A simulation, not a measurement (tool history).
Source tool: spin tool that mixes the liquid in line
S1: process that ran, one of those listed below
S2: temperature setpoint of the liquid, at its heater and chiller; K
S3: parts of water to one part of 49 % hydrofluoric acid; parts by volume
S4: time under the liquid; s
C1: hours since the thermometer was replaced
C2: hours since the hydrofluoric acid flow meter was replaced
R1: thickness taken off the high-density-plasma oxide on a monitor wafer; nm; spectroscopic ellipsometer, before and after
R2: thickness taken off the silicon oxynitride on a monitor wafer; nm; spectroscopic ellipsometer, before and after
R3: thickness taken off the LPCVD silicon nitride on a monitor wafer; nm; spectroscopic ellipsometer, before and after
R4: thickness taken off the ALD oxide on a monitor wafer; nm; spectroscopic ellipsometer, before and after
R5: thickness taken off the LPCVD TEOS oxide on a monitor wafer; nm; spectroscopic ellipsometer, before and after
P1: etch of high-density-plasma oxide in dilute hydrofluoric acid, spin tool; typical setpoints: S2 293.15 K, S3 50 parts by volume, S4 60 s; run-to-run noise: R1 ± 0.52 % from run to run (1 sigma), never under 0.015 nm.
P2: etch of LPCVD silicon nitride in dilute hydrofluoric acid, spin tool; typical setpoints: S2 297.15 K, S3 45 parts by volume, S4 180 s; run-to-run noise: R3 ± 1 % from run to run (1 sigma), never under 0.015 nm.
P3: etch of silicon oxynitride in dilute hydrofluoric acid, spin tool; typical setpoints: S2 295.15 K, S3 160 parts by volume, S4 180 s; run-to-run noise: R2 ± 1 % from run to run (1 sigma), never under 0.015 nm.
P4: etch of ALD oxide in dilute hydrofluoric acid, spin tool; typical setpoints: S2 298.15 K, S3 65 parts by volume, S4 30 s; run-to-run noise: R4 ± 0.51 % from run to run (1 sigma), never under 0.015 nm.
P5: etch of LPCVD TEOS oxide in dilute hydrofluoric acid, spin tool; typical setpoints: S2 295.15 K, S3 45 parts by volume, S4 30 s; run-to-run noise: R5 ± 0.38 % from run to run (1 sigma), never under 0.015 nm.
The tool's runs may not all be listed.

| run | hour | S1 | S2 | S3 | S4 | C1 | C2 | R1 | R2 | R3 | R4 | R5 |
|---|---|---|---|---|---|---|---|---|---|---|---|---|
| 1 | 8.7 | P1 | 293.15 | 50 | 60 | 1048.5 | 724.3 | 6.6928 |  |  |  |  |
| 2 | 18.8 | P1 | 293.15 | 75 | 60 | 1058.6 | 734.4 | 4.2923 |  |  |  |  |
| 3 | 27.2 | P3 | 295.15 | 160 | 180 | 1067.0 | 742.8 |  | 2.24610 |  |  |  |
| 4 | 33.9 | P2 | 297.15 | 45 | 180 | 1073.7 | 749.5 |  |  | 1.9899 |  |  |
| 5 | 44.1 | P1 | 293.15 | 50 | 60 | 1083.9 | 759.7 | 6.6559 |  |  |  |  |
| 6 | 51.9 | P2 | 292.65 | 45 | 180 | 1091.7 | 767.5 |  |  | 1.4905 |  |  |
| 7 | 62.8 | P4 | 305.15 | 65 | 30 | 1102.6 | 778.4 |  |  |  | 21.8580 |  |
| 8 | 71.1 | P5 | 295.15 | 75 | 30 | 1110.9 | 786.7 |  |  |  |  | 21.426 |
| 9 | 77.2 | P2 | 297.15 | 20 | 180 | 1117.0 | 792.8 |  |  | 4.3267 |  |  |
| 10 | 82.6 | P1 | 290.15 | 50 | 60 | 1122.4 | 798.2 | 5.8742 |  |  |  |  |
| 11 | 88.0 | P1 | 293.15 | 50 | 15 | 1127.8 | 803.6 | 1.6852 |  |  |  |  |
| 12 | 94.5 | P1 | 293.15 | 50 | 95 | 1134.3 | 810.1 | 10.5860 |  |  |  |  |
| 13 | 102.5 | P3 | 303.15 | 160 | 180 | 1142.3 | 818.1 |  | 3.26110 |  |  |  |
| 14 | 109.8 | P1 | 293.15 | 50 | 60 | 1149.6 | 825.4 | 6.7418 |  |  |  |  |
| 15 | 119.3 | P3 | 295.15 | 80 | 180 | 1159.1 | 834.9 |  | 4.87490 |  |  |  |
| 16 | 124.8 | P1 | 293.15 | 50 | 60 | 1164.6 | 840.4 | 6.6462 |  |  |  |  |
| 17 | 132.8 | P1 | 293.15 | 50 | 60 | 1172.6 | 848.4 | 6.6892 |  |  |  |  |
| 18 | 141.8 | P1 | 293.15 | 20 | 60 | 1181.6 | 857.4 | 17.3590 |  |  |  |  |
| 19 | 149.8 | P4 | 298.15 | 65 | 15 | 1189.6 | 865.4 |  |  |  | 8.3012 |  |
| 20 | 158.1 | P1 | 301.15 | 50 | 60 | 1197.9 | 873.7 | 9.3392 |  |  |  |  |
| 21 | 167.4 | P5 | 295.15 | 45 | 30 | 1207.2 | 883.0 |  |  |  |  | 36.863 |
| 22 | 178.6 | P4 | 298.15 | 65 | 30 | 1218.4 | 894.2 |  |  |  | 16.6580 |  |
|  | 187.9 | thermometer replaced |
| 23 | 188.0 | P3 | 295.15 | 160 | 75 | 0.1 | 903.6 |  | 0.94488 |  |  |  |
| 24 | 199.5 | P5 | 290.15 | 45 | 30 | 11.6 | 915.1 |  |  |  |  | 29.943 |
| 25 | 208.0 | P1 | 293.15 | 20 | 90 | 20.1 | 923.6 | 26.0040 |  |  |  |  |
| 26 | 218.1 | P1 | 300.15 | 25 | 60 | 30.2 | 933.7 | 18.4060 |  |  |  |  |
| 27 | 227.4 | P1 | 298.65 | 50 | 100 | 39.5 | 943.0 | 14.0100 |  |  |  |  |
| 28 | 235.3 | P2 | 297.15 | 45 | 285 | 47.4 | 950.9 |  |  | 3.2179 |  |  |
| 29 | 244.9 | P4 | 298.15 | 105 | 30 | 57.0 | 960.5 |  |  |  | 9.7215 |  |
| 30 | 256.8 | P2 | 297.15 | 45 | 180 | 68.9 | 972.4 |  |  | 2.0017 |  |  |
| 31 | 267.2 | P5 | 295.15 | 45 | 60 | 79.3 | 982.8 |  |  |  |  | 74.023 |
| 32 | 277.3 | P1 | 293.15 | 50 | 60 | 89.4 | 992.9 | 6.7578 |  |  |  |  |
| 33 | 285.4 | P1 | 293.15 | 50 | 60 | 97.5 | 1001.0 | 6.4179 |  |  |  |  |
| 34 | 291.6 | P1 | 293.15 | 50 | 60 | 103.7 | 1007.2 | 6.2811 |  |  |  |  |
| 35 | 298.8 | P1 | 293.15 | 50 | 60 | 110.9 | 1014.4 | 6.2021 |  |  |  |  |
| 36 | 306.0 | P1 | 293.15 | 50 | 60 | 118.1 | 1021.6 | 6.1218 |  |  |  |  |
| 37 | 315.4 | P1 | 293.15 | 50 | 60 | 127.5 | 1031.0 | 6.1171 |  |  |  |  |
| 38 | 322.3 | P1 | 293.15 | 50 | 60 | 134.4 | 1037.9 | 6.1111 |  |  |  |  |
| 39 | 328.6 | P1 | 293.15 | 50 | 60 | 140.7 | 1044.2 | 6.1202 |  |  |  |  |

The log shows P1 creeping away from where it was. Any of the 2 causes listed here, at the size stated for it, fits the log just as well as the others:
A: liquid colder than its thermometer reads (K) = 2.26
B: hydrofluoric acid flow below the setpoint (%) = 8.68
The gradual shift began around hour 277.3.

Which of the 4 check runs listed below, each an average over 3 wafers with its results shown as question marks, gives clearly different results under the different listed causes?
| check 1 | 334.9 | P5 | 295.15 | 45 | 30 |  |  |  |  |  |  | ? |
| check 2 | 334.9 | P4 | 298.15 | 65 | 30 |  |  |  |  |  | ? |  |
| check 3 | 334.9 | P3 | 295.15 | 160 | 180 |  |  |  | ? |  |  |  |
| check 4 | 334.9 | P2 | 297.15 | 45 | 180 |  |  |  |  | ? |  |  |

Outcome of each check run for each possible cause:
| check | result | if A | if B |
|---|---|---|---|
| check 1 | R5 | 33.550 | 33.530 |
| check 2 | R4 | 15.1280 | 15.0230 |
| check 3 | R2 | 2.06540 | 2.07440 |
| check 4 | R3 | 1.7150 | 1.8306 |
Separation of the two closest causes in each check, using whichever result separates them best: check 1 0.06 %; check 2 0.7 %; check 3 0.44 %; check 4 6.52 %
The causes can be told apart only by check 4. The other checks would give nearly the same results under each of them.

The results of check 4 are: R3 1.8227 nm. Based on these, which of the listed causes is it?

It was cause B: hydrofluoric acid flow below the setpoint (%).
